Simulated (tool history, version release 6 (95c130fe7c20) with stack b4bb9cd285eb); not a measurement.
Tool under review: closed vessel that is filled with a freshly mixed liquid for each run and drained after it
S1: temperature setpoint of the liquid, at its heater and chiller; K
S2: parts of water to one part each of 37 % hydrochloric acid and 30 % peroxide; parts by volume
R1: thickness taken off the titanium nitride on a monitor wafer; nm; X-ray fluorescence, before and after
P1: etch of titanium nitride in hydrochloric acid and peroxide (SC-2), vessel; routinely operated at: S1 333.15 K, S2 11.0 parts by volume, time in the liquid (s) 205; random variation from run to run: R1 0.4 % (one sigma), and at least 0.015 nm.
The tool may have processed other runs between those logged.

{"run": 1, "hour": 8.0, "S1": 333.15, "S2": 11.0, "time in the liquid (s)": 205, "R1": 7.8657}
{"run": 2, "hour": 14.9, "S1": 324.65, "S2": 11.0, "time in the liquid (s)": 60, "R1": 1.3322}
{"run": 3, "hour": 26.2, "S1": 333.15, "S2": 11.0, "time in the liquid (s)": 205, "R1": 7.938}
{"run": 4, "hour": 33.6, "S1": 333.15, "S2": 11.0, "time in the liquid (s)": 380, "R1": 14.61}
{"run": 5, "hour": 45.0, "S1": 333.15, "S2": 11.0, "time in the liquid (s)": 205, "R1": 7.9356}
{"hour": 46.7, "done": "chemicals flow meter replaced"}
{"run": 6, "hour": 54.2, "S1": 333.15, "S2": 18.5, "time in the liquid (s)": 205, "R1": 5.0247}
{"run": 7, "hour": 64.3, "S1": 333.15, "S2": 4.0, "time in the liquid (s)": 100, "R1": 8.378}
{"run": 8, "hour": 73.9, "S1": 333.15, "S2": 11.0, "time in the liquid (s)": 205, "R1": 7.9411}
{"run": 9, "hour": 85.6, "S1": 319.15, "S2": 11.0, "time in the liquid (s)": 205, "R1": 3.1973}
{"run": 10, "hour": 99.0, "S1": 333.15, "S2": 11.0, "time in the liquid (s)": 205, "R1": 7.9611}
{"run": 11, "hour": 106.6, "S1": 345.15, "S2": 11.0, "time in the liquid (s)": 205, "R1": 16.394}
{"run": 12, "hour": 120.6, "S1": 333.15, "S2": 4.0, "time in the liquid (s)": 205, "R1": 17.196}
{"run": 13, "hour": 131.2, "S1": 333.15, "S2": 11.0, "time in the liquid (s)": 35, "R1": 1.3161}
{"run": 14, "hour": 138.8, "S1": 333.15, "S2": 11.0, "time in the liquid (s)": 205, "R1": 7.941}
{"run": 15, "hour": 149.4, "S1": 333.15, "S2": 11.0, "time in the liquid (s)": 205, "R1": 7.9465}
{"run": 16, "hour": 158.7, "S1": 333.15, "S2": 11.0, "time in the liquid (s)": 205, "R1": 8.1448}
{"run": 17, "hour": 168.9, "S1": 333.15, "S2": 11.0, "time in the liquid (s)": 205, "R1": 8.3208}
{"run": 18, "hour": 177.2, "S1": 333.15, "S2": 11.0, "time in the liquid (s)": 205, "R1": 8.4789}
{"run": 19, "hour": 188.5, "S1": 333.15, "S2": 11.0, "time in the liquid (s)": 205, "R1": 8.4335}
{"run": 20, "hour": 202.2, "S1": 333.15, "S2": 11.0, "time in the liquid (s)": 205, "R1": 8.5649}
{"run": 21, "hour": 210.1, "S1": 333.15, "S2": 11.0, "time in the liquid (s)": 205, "R1": 8.556}
{"run": 22, "hour": 223.1, "S1": 333.15, "S2": 11.0, "time in the liquid (s)": 205, "R1": 8.6415}
{"run": 23, "hour": 235.9, "S1": 333.15, "S2": 11.0, "time in the liquid (s)": 205, "R1": 8.655}
{"run": 24, "hour": 247.9, "S1": 333.15, "S2": 11.0, "time in the liquid (s)": 205, "R1": 8.6559}

The log shows P1 creeping away from where it was. Any of the 2 causes listed here, at the size stated for it, fits the log just as well as the others:
A: chemicals flow above the setpoint (%) = 10.8
B: liquid hotter than its thermometer reads (K) = 1.39
The creep began at about hour 149.4.
What rules out each remaining cause:
peroxide weaker than its label (%): at its largest 8, which would move R1 by -7.4 %, too little to match the creep or of the wrong sign

The 4 check runs listed below each average the results of 2 wafers, and their outcomes are marked with question marks. Under which run would the listed causes produce clearly different results?
{"run": "check 1", "hour": 259.9, "S1": 323.15, "S2": 4.5, "time in the liquid (s)": 205, "R1": "?"}
{"run": "check 2", "hour": 259.9, "S1": 323.15, "S2": 18.5, "time in the liquid (s)": 205, "R1": "?"}
{"run": "check 3", "hour": 259.9, "S1": 325.65, "S2": 16.5, "time in the liquid (s)": 205, "R1": "?"}
{"run": "check 4", "hour": 259.9, "S1": 345.15, "S2": 11.0, "time in the liquid (s)": 370, "R1": "?"}

What every check run would give for each of its results, assuming each possible cause in turn:
check=check_1 result=R1 if_A=8.9121 if_B=9.1136
check=check_2 result=R1 if_A=2.8890 if_B=2.8897
check=check_3 result=R1 if_A=3.7729 if_B=3.7727
check=check_4 result=R1 if_A=32.2740 if_B=32.1080
Per-check spread between the two closest causes, in the result where they differ most: check 1 2.24 %; check 2 0.02 %; check 3 0.01 %; check 4 0.51 %
Check 1 tells the causes apart: in the others they would give nearly the same result.

With check 1 done, the readings were: R1 8.9068 nm. Identify which of the listed causes applies.

Of the candidate causes, it is A: chemicals flow above the setpoint (%).
